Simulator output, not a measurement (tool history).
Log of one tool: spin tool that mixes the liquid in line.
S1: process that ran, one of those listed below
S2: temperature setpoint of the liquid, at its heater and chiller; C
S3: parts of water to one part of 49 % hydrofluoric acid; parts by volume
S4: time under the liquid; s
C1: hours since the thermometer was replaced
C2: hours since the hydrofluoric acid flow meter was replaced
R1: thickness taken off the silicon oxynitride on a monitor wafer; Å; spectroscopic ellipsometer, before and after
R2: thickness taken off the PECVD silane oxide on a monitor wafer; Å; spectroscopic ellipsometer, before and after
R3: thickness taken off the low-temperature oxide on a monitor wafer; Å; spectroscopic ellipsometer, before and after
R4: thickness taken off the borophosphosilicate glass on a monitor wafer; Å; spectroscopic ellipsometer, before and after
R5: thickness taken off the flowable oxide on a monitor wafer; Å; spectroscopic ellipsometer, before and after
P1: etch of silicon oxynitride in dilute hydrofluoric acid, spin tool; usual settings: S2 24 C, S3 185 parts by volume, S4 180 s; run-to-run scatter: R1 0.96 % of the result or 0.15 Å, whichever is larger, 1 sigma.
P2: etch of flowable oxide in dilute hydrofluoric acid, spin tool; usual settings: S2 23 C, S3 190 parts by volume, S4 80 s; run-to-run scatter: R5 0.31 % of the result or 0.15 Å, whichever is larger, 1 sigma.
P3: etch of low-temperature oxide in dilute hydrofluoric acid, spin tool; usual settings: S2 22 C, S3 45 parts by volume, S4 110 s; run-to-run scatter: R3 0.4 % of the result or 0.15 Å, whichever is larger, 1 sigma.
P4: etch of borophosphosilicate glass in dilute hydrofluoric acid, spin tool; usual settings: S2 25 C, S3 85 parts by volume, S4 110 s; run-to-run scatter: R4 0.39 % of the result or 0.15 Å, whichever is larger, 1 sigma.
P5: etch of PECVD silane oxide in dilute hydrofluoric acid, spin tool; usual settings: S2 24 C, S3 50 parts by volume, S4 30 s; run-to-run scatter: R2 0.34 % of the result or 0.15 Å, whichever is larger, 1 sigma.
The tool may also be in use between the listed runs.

run 1 hour=9.3 | S1=P1 S2=24 S3=185 S4=180 | C1=940.2 C2=889.2 | R1=28.612
run 2 hour=19.4 | S1=P5 S2=24 S3=20 S4=30 | C1=950.3 C2=899.3 | R2=333.5
run 3 hour=27.2 | S1=P5 S2=24 S3=50 S4=30 | C1=958.1 C2=907.1 | R2=127.93
run 4 hour=33.7 | S1=P1 S2=24 S3=45 S4=180 | C1=964.6 C2=913.6 | R1=130.79
run 5 hour=40.2 | S1=P3 S2=30 S3=45 S4=110 | C1=971.1 C2=920.1 | R3=482.15
-- hour=47.2 thermometer replaced
run 6 hour=48.5 | S1=P4 S2=25 S3=35 S4=110 | C1=1.3 C2=928.4 | R4=937.31
run 7 hour=55.8 | S1=P1 S2=24 S3=185 S4=180 | C1=8.6 C2=935.7 | R1=28.594
run 8 hour=61.7 | S1=P1 S2=30.5 S3=245 S4=180 | C1=14.5 C2=941.6 | R1=26.552
run 9 hour=70.9 | S1=P1 S2=19 S3=115 S4=180 | C1=23.7 C2=950.8 | R1=37.464
run 10 hour=79.4 | S1=P5 S2=24 S3=50 S4=15 | C1=32.2 C2=959.3 | R2=64.266
run 11 hour=89.8 | S1=P2 S2=23 S3=190 S4=80 | C1=42.6 C2=969.7 | R5=220.53
run 12 hour=95.8 | S1=P1 S2=24 S3=285 S4=20 | C1=48.6 C2=975.7 | R1=1.9493
run 13 hour=102.5 | S1=P3 S2=22 S3=45 S4=110 | C1=55.3 C2=982.4 | R3=345.06
run 14 hour=107.6 | S1=P2 S2=23 S3=190 S4=80 | C1=60.4 C2=987.5 | R5=218.39
run 15 hour=113.7 | S1=P1 S2=24 S3=265 S4=180 | C1=66.5 C2=993.6 | R1=18.262
run 16 hour=120.4 | S1=P1 S2=24 S3=185 S4=180 | C1=73.2 C2=1000.3 | R1=28.146
run 17 hour=130 | S1=P5 S2=31 S3=50 S4=30 | C1=82.8 C2=1009.9 | R2=169.69
run 18 hour=140.3 | S1=P1 S2=31 S3=185 S4=180 | C1=93.1 C2=1020.2 | R1=38.637
run 19 hour=150.9 | S1=P3 S2=22 S3=20 S4=110 | C1=103.7 C2=1030.8 | R3=797.93
run 20 hour=156.1 | S1=P4 S2=25 S3=85 S4=15 | C1=108.9 C2=1036 | R4=48.973
run 21 hour=165.4 | S1=P1 S2=19 S3=185 S4=180 | C1=118.2 C2=1045.3 | R1=22.738
run 22 hour=170.9 | S1=P2 S2=23 S3=340 S4=80 | C1=123.7 C2=1050.8 | R5=106.2
run 23 hour=177.8 | S1=P3 S2=22 S3=45 S4=40 | C1=130.6 C2=1057.7 | R3=125.51
run 24 hour=183 | S1=P1 S2=24 S3=185 S4=355 | C1=135.8 C2=1062.9 | R1=56.319
run 25 hour=192.5 | S1=P1 S2=24 S3=185 S4=180 | C1=145.3 C2=1072.4 | R1=28.2
run 26 hour=200.6 | S1=P1 S2=24 S3=185 S4=35 | C1=153.4 C2=1080.5 | R1=5.499
run 27 hour=206.5 | S1=P4 S2=25 S3=85 S4=110 | C1=159.3 C2=1086.4 | R4=357.56
run 28 hour=211.3 | S1=P2 S2=31 S3=190 S4=80 | C1=164.1 C2=1091.2 | R5=291.75
run 29 hour=218.9 | S1=P4 S2=17.5 S3=85 S4=110 | C1=171.7 C2=1098.8 | R4=265.83
run 30 hour=228.7 | S1=P2 S2=23 S3=190 S4=20 | C1=181.5 C2=1108.6 | R5=55.208
run 31 hour=233.4 | S1=P1 S2=24 S3=185 S4=180 | C1=186.2 C2=1113.3 | R1=28.31
run 32 hour=242.5 | S1=P1 S2=24 S3=185 S4=180 | C1=195.3 C2=1122.4 | R1=27.459
run 33 hour=252.1 | S1=P1 S2=24 S3=185 S4=180 | C1=204.9 C2=1132 | R1=26.891
run 34 hour=261.5 | S1=P1 S2=24 S3=185 S4=180 | C1=214.3 C2=1141.4 | R1=27.087
run 35 hour=271.2 | S1=P1 S2=24 S3=185 S4=180 | C1=224 C2=1151.1 | R1=26.576
run 36 hour=277.2 | S1=P1 S2=24 S3=185 S4=180 | C1=230 C2=1157.1 | R1=27.044
run 37 hour=286.2 | S1=P1 S2=24 S3=185 S4=180 | C1=239 C2=1166.1 | R1=26.803
run 38 hour=295 | S1=P1 S2=24 S3=185 S4=180 | C1=247.8 C2=1174.9 | R1=26.891
run 39 hour=300.3 | S1=P1 S2=24 S3=185 S4=180 | C1=253.1 C2=1180.2 | R1=26.597
run 40 hour=306.6 | S1=P1 S2=24 S3=185 S4=180 | C1=259.4 C2=1186.5 | R1=26.433
run 41 hour=312.5 | S1=P1 S2=24 S3=185 S4=180 | C1=265.3 C2=1192.4 | R1=26.251

What P1 gives has crept away from where it was. These 2 causes fit the log equally well, each at the size given:
A: liquid colder than its thermometer reads (K) = 1.53
B: hydrofluoric acid flow below the setpoint (%) = 5.86
The creep began at about hour 233.4.

4 check runs are offered, one wafer each, their results left as question marks. Which one tells the causes apart?
run check 1 hour=318.4 | S1=P2 S2=28.5 S3=340 S4=80 | R5=?
run check 2 hour=318.4 | S1=P4 S2=19.5 S3=85 S4=110 | R4=?
run check 3 hour=318.4 | S1=P5 S2=31 S3=50 S4=15 | R2=?
run check 4 hour=318.4 | S1=P3 S2=28 S3=20 S4=110 | R3=?

What each check would give under each cause:
check=check_1 result=R5 if_A=121.12 if_B=117.25
check=check_2 result=R4 if_A=269.75 if_B=269.17
check=check_3 result=R2 if_A=79.923 if_B=79.5
check=check_4 result=R3 if_A=968.45 if_B=969.49
How far apart the two closest causes lie, in the result that separates them most: check 1 3.24 %; check 2 0.22 %; check 3 0.53 %; check 4 0.11 %
Only check 1 tells the causes apart: in the others they would give nearly the same result.

Then check 1 was run and gave: R5 117.31 Å. Which cause is it?

It is B: hydrofluoric acid flow below the setpoint (%).
